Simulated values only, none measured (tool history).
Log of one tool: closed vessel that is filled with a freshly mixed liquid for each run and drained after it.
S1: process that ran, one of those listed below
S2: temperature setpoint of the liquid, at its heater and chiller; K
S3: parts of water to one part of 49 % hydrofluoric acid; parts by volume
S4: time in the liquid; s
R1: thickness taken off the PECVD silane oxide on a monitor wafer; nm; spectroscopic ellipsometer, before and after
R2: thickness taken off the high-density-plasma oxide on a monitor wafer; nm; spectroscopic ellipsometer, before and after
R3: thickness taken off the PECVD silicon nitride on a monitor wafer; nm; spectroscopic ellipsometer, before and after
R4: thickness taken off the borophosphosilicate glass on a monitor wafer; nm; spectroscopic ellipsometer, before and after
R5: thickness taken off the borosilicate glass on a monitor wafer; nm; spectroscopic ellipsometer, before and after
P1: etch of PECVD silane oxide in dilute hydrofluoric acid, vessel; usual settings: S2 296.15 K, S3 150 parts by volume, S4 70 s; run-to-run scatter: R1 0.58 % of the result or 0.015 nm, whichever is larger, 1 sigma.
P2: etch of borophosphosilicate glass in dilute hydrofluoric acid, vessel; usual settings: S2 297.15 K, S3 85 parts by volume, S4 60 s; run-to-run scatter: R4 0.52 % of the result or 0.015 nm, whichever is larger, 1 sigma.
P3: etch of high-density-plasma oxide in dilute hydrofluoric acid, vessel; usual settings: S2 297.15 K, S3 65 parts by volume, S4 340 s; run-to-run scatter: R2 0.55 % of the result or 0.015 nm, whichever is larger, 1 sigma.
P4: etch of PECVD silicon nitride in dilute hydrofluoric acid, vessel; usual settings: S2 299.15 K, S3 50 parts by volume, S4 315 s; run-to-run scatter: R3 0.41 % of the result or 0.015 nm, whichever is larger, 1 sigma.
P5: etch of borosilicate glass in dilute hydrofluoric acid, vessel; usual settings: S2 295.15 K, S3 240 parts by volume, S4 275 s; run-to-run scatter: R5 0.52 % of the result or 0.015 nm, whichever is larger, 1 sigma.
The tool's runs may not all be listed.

Run 1, hour 7: S1 P1, S2 296.15 K, S3 150 parts by volume, S4 70 s. Result: R1 6.7749 nm.
Run 2, hour 14: S1 P1, S2 296.15 K, S3 150 parts by volume, S4 70 s. Result: R1 6.6578 nm.
Run 3, hour 21.4: S1 P3, S2 297.15 K, S3 65 parts by volume, S4 520 s. Result: R2 55.087 nm.
Run 4, hour 27.1: S1 P3, S2 297.15 K, S3 40 parts by volume, S4 340 s. Result: R2 60.068 nm.
Run 5, hour 33.5: S1 P1, S2 302.15 K, S3 150 parts by volume, S4 70 s. Result: R1 8.426 nm.
Run 6, hour 37.7: S1 P3, S2 302.15 K, S3 65 parts by volume, S4 340 s. Result: R2 44.007 nm.
Run 7, hour 42.3: S1 P1, S2 296.15 K, S3 255 parts by volume, S4 130 s. Result: R1 6.541 nm.
Run 8, hour 51.6: S1 P4, S2 306.15 K, S3 50 parts by volume, S4 315 s. Result: R3 41.218 nm.
Run 9, hour 60.7: S1 P2, S2 297.15 K, S3 85 parts by volume, S4 60 s. Result: R4 31.254 nm.
Run 10, hour 68.7: S1 P2, S2 297.15 K, S3 85 parts by volume, S4 60 s. Result: R4 31.382 nm.
Run 11, hour 77: S1 P1, S2 290.15 K, S3 150 parts by volume, S4 30 s. Result: R1 2.263 nm.
Run 12, hour 84.4: S1 P5, S2 295.15 K, S3 240 parts by volume, S4 275 s. Result: R5 29.087 nm.
Run 13, hour 91.2: S1 P5, S2 295.15 K, S3 240 parts by volume, S4 30 s. Result: R5 3.1576 nm.
Run 14, hour 95.2: S1 P1, S2 296.15 K, S3 220 parts by volume, S4 70 s. Result: R1 4.2672 nm.
Run 15, hour 104.2: S1 P4, S2 299.15 K, S3 85 parts by volume, S4 315 s. Result: R3 15.515 nm.
Run 16, hour 111.7: S1 P5, S2 302.65 K, S3 240 parts by volume, S4 275 s. Result: R5 38.039 nm.
Run 17, hour 116.2: S1 P2, S2 297.15 K, S3 85 parts by volume, S4 110 s. Result: R4 57.81 nm.
Run 18, hour 120.8: S1 P4, S2 299.15 K, S3 50 parts by volume, S4 315 s. Result: R3 26.032 nm.
Run 19, hour 128.4: S1 P1, S2 296.15 K, S3 150 parts by volume, S4 70 s. Result: R1 6.7093 nm.
Run 20, hour 134: S1 P1, S2 296.15 K, S3 75 parts by volume, S4 70 s. Result: R1 14.822 nm.
Run 21, hour 141.3: S1 P4, S2 299.15 K, S3 50 parts by volume, S4 50 s. Result: R3 4.1542 nm.
Run 22, hour 150.3: S1 P1, S2 296.15 K, S3 150 parts by volume, S4 70 s. Result: R1 6.751 nm.
Run 23, hour 157.5: S1 P1, S2 296.15 K, S3 150 parts by volume, S4 120 s. Result: R1 11.566 nm.
Run 24, hour 166.9: S1 P5, S2 295.15 K, S3 240 parts by volume, S4 275 s. Result: R5 28.894 nm.
Run 25, hour 173.2: S1 P1, S2 296.15 K, S3 150 parts by volume, S4 30 s. Result: R1 2.8435 nm.
Run 26, hour 182.1: S1 P2, S2 290.65 K, S3 85 parts by volume, S4 60 s. Result: R4 23.813 nm.
Run 27, hour 191.2: S1 P3, S2 297.15 K, S3 65 parts by volume, S4 340 s. Result: R2 36.175 nm.
Run 28, hour 199.8: S1 P5, S2 295.15 K, S3 410 parts by volume, S4 275 s. Result: R5 14.653 nm.
Run 29, hour 206.9: S1 P1, S2 290.15 K, S3 150 parts by volume, S4 70 s. Result: R1 5.2614 nm.
Run 30, hour 215.2: S1 P4, S2 299.15 K, S3 50 parts by volume, S4 315 s. Result: R3 26.167 nm.
Run 31, hour 223.4: S1 P1, S2 296.15 K, S3 150 parts by volume, S4 70 s. Result: R1 6.7361 nm.
Run 32, hour 229.5: S1 P1, S2 301.65 K, S3 200 parts by volume, S4 70 s. Result: R1 5.8336 nm.
Run 33, hour 236.4: S1 P2, S2 297.15 K, S3 25 parts by volume, S4 60 s. Result: R4 114.9 nm.
Run 34, hour 244.8: S1 P1, S2 296.15 K, S3 150 parts by volume, S4 70 s. Result: R1 6.7347 nm.
Run 35, hour 254: S1 P1, S2 296.15 K, S3 150 parts by volume, S4 70 s. Result: R1 6.7854 nm.
Run 36, hour 259.8: S1 P1, S2 296.15 K, S3 150 parts by volume, S4 70 s. Result: R1 6.8368 nm.
Run 37, hour 266.8: S1 P1, S2 296.15 K, S3 150 parts by volume, S4 70 s. Result: R1 6.9393 nm.
Run 38, hour 274.9: S1 P1, S2 296.15 K, S3 150 parts by volume, S4 70 s. Result: R1 6.9701 nm.
Run 39, hour 281.8: S1 P1, S2 296.15 K, S3 150 parts by volume, S4 70 s. Result: R1 6.967 nm.
Run 40, hour 287.2: S1 P1, S2 296.15 K, S3 150 parts by volume, S4 70 s. Result: R1 7.0723 nm.
Run 41, hour 295.1: S1 P1, S2 296.15 K, S3 150 parts by volume, S4 70 s. Result: R1 7.1004 nm.
Run 42, hour 303.8: S1 P1, S2 296.15 K, S3 150 parts by volume, S4 70 s. Result: R1 7.1126 nm.
Run 43, hour 312.1: S1 P1, S2 296.15 K, S3 150 parts by volume, S4 70 s. Result: R1 7.1327 nm.
Run 44, hour 317.6: S1 P1, S2 296.15 K, S3 150 parts by volume, S4 70 s. Result: R1 7.1623 nm.

What P1 gives has crept away from where it was. These 2 causes fit the log equally well, each at the size given:
A: liquid hotter than its thermometer reads (K) = 1.41
B: hydrofluoric acid flow above the setpoint (%) = 4.74
The creep began at about hour 254.

4 check runs are offered, one wafer each, their results left as question marks. Which one tells the causes apart?
Run check 1, hour 323.1: S1 P5, S2 295.15 K, S3 325 parts by volume, S4 125 s. Result: R5 ?.
Run check 2, hour 323.1: S1 P4, S2 305.15 K, S3 50 parts by volume, S4 315 s. Result: R3 ?.
Run check 3, hour 323.1: S1 P3, S2 301.65 K, S3 65 parts by volume, S4 340 s. Result: R2 ?.
Run check 4, hour 323.1: S1 P2, S2 291.65 K, S3 60 parts by volume, S4 60 s. Result: R4 ?.

What each check would give under each cause:
  check  result    if A    if B
check 1      R5   9.472  9.5743
check 2      R3  42.187  40.402
check 3      R2   45.45  45.252
check 4      R4  38.621  38.223
How far apart the two closest causes lie, in the result that separates them most: check 1 1.07 %; check 2 4.32 %; check 3 0.44 %; check 4 1.03 %
Check 2 tells the causes apart: in the others they would give nearly the same result.

Then check 2 was run and gave: R3 40.272 nm. Which cause is it?

It is B: hydrofluoric acid flow above the setpoint (%).
